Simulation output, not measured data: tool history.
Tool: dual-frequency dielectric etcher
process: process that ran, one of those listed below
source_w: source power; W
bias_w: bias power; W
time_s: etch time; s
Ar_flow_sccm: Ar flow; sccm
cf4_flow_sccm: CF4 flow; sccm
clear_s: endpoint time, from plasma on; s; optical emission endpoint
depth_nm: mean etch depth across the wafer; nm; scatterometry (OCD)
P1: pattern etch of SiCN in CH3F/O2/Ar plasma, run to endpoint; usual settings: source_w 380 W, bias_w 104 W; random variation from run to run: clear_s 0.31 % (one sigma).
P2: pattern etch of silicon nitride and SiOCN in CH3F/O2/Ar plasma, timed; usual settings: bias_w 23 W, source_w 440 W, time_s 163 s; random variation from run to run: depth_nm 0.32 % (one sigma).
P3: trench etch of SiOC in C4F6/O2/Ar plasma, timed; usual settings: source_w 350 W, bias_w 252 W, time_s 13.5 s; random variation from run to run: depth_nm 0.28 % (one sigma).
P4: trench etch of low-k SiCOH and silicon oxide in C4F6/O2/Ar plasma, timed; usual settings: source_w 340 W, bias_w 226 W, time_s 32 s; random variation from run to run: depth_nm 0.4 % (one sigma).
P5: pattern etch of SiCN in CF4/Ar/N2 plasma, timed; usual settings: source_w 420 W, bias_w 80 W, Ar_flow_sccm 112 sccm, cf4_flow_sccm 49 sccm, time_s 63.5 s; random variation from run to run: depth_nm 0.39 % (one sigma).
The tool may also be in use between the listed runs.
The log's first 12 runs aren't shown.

{"run": 13, "hour": 94.5, "process": "P4", "source_w": 340, "bias_w": 226, "time_s": 32, "depth_nm": 100.06}
{"run": 14, "hour": 100.1, "process": "P4", "source_w": 210, "bias_w": 226, "time_s": 32, "depth_nm": 82.566}
{"run": 15, "hour": 106.0, "process": "P1", "source_w": 380, "bias_w": 104, "clear_s": 21.647}
{"run": 16, "hour": 114.1, "process": "P1", "source_w": 380, "bias_w": 71, "clear_s": 24.851}
{"run": 17, "hour": 118.2, "process": "P2", "source_w": 440, "bias_w": 16, "time_s": 163, "depth_nm": 19.458}
{"run": 18, "hour": 122.4, "process": "P4", "source_w": 340, "bias_w": 226, "time_s": 21, "depth_nm": 65.838}
{"run": 19, "hour": 129.0, "process": "P5", "source_w": 420, "bias_w": 80, "time_s": 63.5, "Ar_flow_sccm": 112, "cf4_flow_sccm": 49, "depth_nm": 50.816}
{"hour": 131.3, "done": "wet clean of the chamber"}
{"run": 20, "hour": 133.5, "process": "P4", "source_w": 340, "bias_w": 226, "time_s": 32, "depth_nm": 99.484}
{"run": 21, "hour": 137.5, "process": "P2", "source_w": 440, "bias_w": 23, "time_s": 163, "depth_nm": 22.847}
{"run": 22, "hour": 143.2, "process": "P1", "source_w": 380, "bias_w": 104, "clear_s": 21.656}
{"run": 23, "hour": 151.0, "process": "P3", "source_w": 350, "bias_w": 252, "time_s": 13.5, "depth_nm": 29.694}
{"run": 24, "hour": 159.5, "process": "P5", "source_w": 420, "bias_w": 80, "time_s": 45.5, "Ar_flow_sccm": 112, "cf4_flow_sccm": 49, "depth_nm": 36.457}

Forecast run 25:
{"run": 25, "hour": 167.5, "process": "P5", "source_w": 420, "bias_w": 80, "time_s": 63.5, "Ar_flow_sccm": 112, "cf4_flow_sccm": 35, "depth_nm": "?"}

depth_nm: 48.173 nm
